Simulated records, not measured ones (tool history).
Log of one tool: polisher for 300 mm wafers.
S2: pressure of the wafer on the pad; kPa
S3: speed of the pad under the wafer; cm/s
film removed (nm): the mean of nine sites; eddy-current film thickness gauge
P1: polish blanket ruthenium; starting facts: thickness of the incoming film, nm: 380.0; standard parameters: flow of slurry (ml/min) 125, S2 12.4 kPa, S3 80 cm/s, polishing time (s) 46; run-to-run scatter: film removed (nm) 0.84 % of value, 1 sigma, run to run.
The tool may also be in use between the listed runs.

Run 1, hour 5.3: flow of slurry (ml/min) 125, S2 12.4 kPa, S3 80 cm/s, polishing time (s) 46. Result: film removed (nm) 33.130.
Run 2, hour 11.0: flow of slurry (ml/min) 125, S2 8.3 kPa, S3 80 cm/s, polishing time (s) 46. Result: film removed (nm) 21.901.
Run 3, hour 14.7: flow of slurry (ml/min) 125, S2 12.4 kPa, S3 122 cm/s, polishing time (s) 46. Result: film removed (nm) 49.642.
Run 4, hour 18.9: flow of slurry (ml/min) 75, S2 12.4 kPa, S3 80 cm/s, polishing time (s) 46. Result: film removed (nm) 28.785.
Run 5, hour 23.5: flow of slurry (ml/min) 125, S2 12.4 kPa, S3 80 cm/s, polishing time (s) 46. Result: film removed (nm) 32.797.
Run 6, hour 27.0: flow of slurry (ml/min) 125, S2 12.4 kPa, S3 40 cm/s, polishing time (s) 46. Result: film removed (nm) 16.297.
Run 7, hour 33.0: flow of slurry (ml/min) 125, S2 12.4 kPa, S3 80 cm/s, polishing time (s) 46. Result: film removed (nm) 32.992.
Run 8, hour 37.3: flow of slurry (ml/min) 190, S2 12.4 kPa, S3 80 cm/s, polishing time (s) 46. Result: film removed (nm) 34.962.
Run 9, hour 43.5: flow of slurry (ml/min) 125, S2 12.4 kPa, S3 80 cm/s, polishing time (s) 46. Result: film removed (nm) 32.392.
Run 10, hour 49.5: flow of slurry (ml/min) 125, S2 12.4 kPa, S3 80 cm/s, polishing time (s) 23. Result: film removed (nm) 16.097.
Run 11, hour 55.4: flow of slurry (ml/min) 75, S2 5.5 kPa, S3 80 cm/s, polishing time (s) 46. Result: film removed (nm) 12.675.
Run 12, hour 60.1: flow of slurry (ml/min) 125, S2 17.9 kPa, S3 80 cm/s, polishing time (s) 46. Result: film removed (nm) 47.181.
Run 13, hour 66.6: flow of slurry (ml/min) 125, S2 12.4 kPa, S3 80 cm/s, polishing time (s) 46. Result: film removed (nm) 32.802.
Run 14, hour 72.7: flow of slurry (ml/min) 125, S2 12.4 kPa, S3 80 cm/s, polishing time (s) 46. Result: film removed (nm) 32.496.
Run 15, hour 76.8: flow of slurry (ml/min) 125, S2 12.4 kPa, S3 80 cm/s, polishing time (s) 60. Result: film removed (nm) 42.005.

Forecast run 16:
Run 16, hour 83.2: flow of slurry (ml/min) 165, S2 12.4 kPa, S3 80 cm/s, polishing time (s) 35. Result: film removed (nm) ?.

Logged for run 16: film removed (nm) 26.230.
